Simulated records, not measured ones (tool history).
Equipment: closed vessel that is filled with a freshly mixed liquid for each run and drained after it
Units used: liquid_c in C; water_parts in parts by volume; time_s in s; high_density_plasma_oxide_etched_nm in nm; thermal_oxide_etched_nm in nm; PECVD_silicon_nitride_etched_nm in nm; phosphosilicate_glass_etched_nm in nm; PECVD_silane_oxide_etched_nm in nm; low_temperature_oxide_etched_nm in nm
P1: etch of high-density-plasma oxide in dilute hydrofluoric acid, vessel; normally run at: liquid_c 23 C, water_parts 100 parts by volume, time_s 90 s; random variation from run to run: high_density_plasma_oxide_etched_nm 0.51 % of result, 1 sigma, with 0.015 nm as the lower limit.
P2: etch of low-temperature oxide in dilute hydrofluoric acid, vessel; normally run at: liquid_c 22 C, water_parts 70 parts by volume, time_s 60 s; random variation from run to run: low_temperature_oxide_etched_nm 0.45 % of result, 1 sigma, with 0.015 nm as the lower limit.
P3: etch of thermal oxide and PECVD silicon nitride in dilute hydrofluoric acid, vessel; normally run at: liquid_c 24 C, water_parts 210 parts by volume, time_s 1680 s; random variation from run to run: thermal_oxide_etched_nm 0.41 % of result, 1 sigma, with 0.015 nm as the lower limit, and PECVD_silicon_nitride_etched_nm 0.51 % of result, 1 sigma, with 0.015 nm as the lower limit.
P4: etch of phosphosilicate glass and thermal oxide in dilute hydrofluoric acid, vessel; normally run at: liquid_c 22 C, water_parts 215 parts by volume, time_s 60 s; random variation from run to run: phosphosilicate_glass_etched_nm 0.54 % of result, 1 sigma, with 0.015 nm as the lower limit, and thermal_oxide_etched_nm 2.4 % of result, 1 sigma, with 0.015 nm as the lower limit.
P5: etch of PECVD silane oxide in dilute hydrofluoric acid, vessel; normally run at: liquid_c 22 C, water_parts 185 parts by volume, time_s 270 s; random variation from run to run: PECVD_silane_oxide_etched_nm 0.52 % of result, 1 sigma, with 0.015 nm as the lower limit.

run	hour	process	liquid_c	water_parts	time_s	hours since the thermometer was replaced	hours since the hydrofluoric acid flow meter was replaced	high_density_plasma_oxide_etched_nm	thermal_oxide_etched_nm	PECVD_silicon_nitride_etched_nm	phosphosilicate_glass_etched_nm	PECVD_silane_oxide_etched_nm	low_temperature_oxide_etched_nm
1	9.7	P1	23	100	90	156.1	685.3	5.2788					
2	24.8	P1	17	100	90	171.2	700.4	4.1055					
3	40.2	P3	24	210	2870	186.6	715.8		62.432	66.332			
4	50.7	P4	22	105	60	197.1	726.3		2.4393		75.438		
5	67	P1	23	100	90	213.4	742.6	5.3238					
6	76.6	P4	22	215	30	223	752.2		0.53846		16.265		
7	92.3	P1	23	100	90	238.7	767.9	5.3049					
8	103.3	P4	17	215	60	249.7	778.9		0.91967		26.783		
9	111.9	P5	22	185	30	258.3	787.5					3.999	
10	124	P1	23	100	90	270.4	799.6	5.2656					
11	133.1	P2	22	70	60	279.5	808.7						16.505
12	148.5	P1	23	135	90	294.9	824.1	3.7574					
13	163.4	P2	22	70	95	309.8	839						26.193
14	173.4	P1	23	145	30	319.8	849	1.1645					
15	184.4	P3	24	335	1680	330.8	860		19.94	24.431			
16	191.9	P5	22	315	270	338.3	867.5					18.623	
17	203.6	P3	24	210	1680	350	879.2		36.227	38.796			
18	216.8	P5	22	185	270	363.2	892.4					36.271	
19	225.1	P1	23	100	90	371.5	900.7	5.2705					
20	235.1	P1	23	100	175	381.5	910.7	10.186					
21	251.1	P3	31.5	210	1680	397.5	926.7		47.181	61.701			
22	260.6	P3	24	210	1680	407	936.2		36.339	38.698			
23	269.9	P2	22	30	60	416.3	945.5						40.29
24	280.1	P5	17	185	270	426.5	955.7					30.022	
25	290.4	P2	17	70	60	436.8	966						13.427
26	303.2	P4	22	215	60	449.6	978.8		1.0531		32.597		
27	319.1	P1	27	100	90	465.5	994.7	6.1066					
28	334.7	P1	23	100	30	481.1	1010.3	1.772					
29	342.7	P1	23	60	90	489.1	1018.3	9.2006					
30	357.8	P1	23	100	90	504.2	1033.4	5.2809					
31	365.9	P1	23	100	90	512.3	1041.5	5.3632					
32	382.5	P1	23	100	90	528.9	1058.1	5.524					
33	391.5	P1	23	100	90	537.9	1067.1	5.5549					
34	405.3	P1	23	100	90	551.7	1080.9	5.5847					
35	421.4	P1	23	100	90	567.8	1097	5.6888					
36	436.1	P1	23	100	90	582.5	1111.7	5.6862					
37	451.1	P1	23	100	90	597.5	1126.7	5.7037					
38	464.9	P1	23	100	90	611.3	1140.5	5.7342					

The log shows P1 creeping away from where it was. Any of the 2 causes listed here, at the size stated for it, fits the log just as well as the others:
A: liquid hotter than its thermometer reads (K) = 1.92
B: hydrofluoric acid flow above the setpoint (%) = 7.05
The drift started at roughly hour 357.8.

Of the 4 check runs listed below, each run on one wafer and each result written as a question mark, which would let you distinguish the listed causes because they would give clearly different results?
check 1	478.7	P4	22	215	60				?		?		
check 2	478.7	P5	22	185	270							?	
check 3	478.7	P2	22	70	60								?
check 4	478.7	P3	24	210	1680				?	?			

Outcome of each check run for each possible cause:
check	result	if A	if B
check 1	thermal_oxide_etched_nm	1.1726	1.1861
check 1	phosphosilicate_glass_etched_nm	34.757	35.158
check 2	PECVD_silane_oxide_etched_nm	38.964	39.295
check 3	low_temperature_oxide_etched_nm	17.806	17.723
check 4	thermal_oxide_etched_nm	38.828	39.344
check 4	PECVD_silicon_nitride_etched_nm	43.6	41.372
How far apart the two closest causes lie, in the result that separates them most: check 1 1.15 %; check 2 0.84 %; check 3 0.47 %; check 4 5.24 %
The other checks would show nearly matching results whichever cause is true, so check 4 is the only one that separates the causes.

Then check 4 was run and gave: thermal_oxide_etched_nm 39.256 nm; PECVD_silicon_nitride_etched_nm 41.016 nm. Which cause is it?

B is the cause: hydrofluoric acid flow above the setpoint (%).
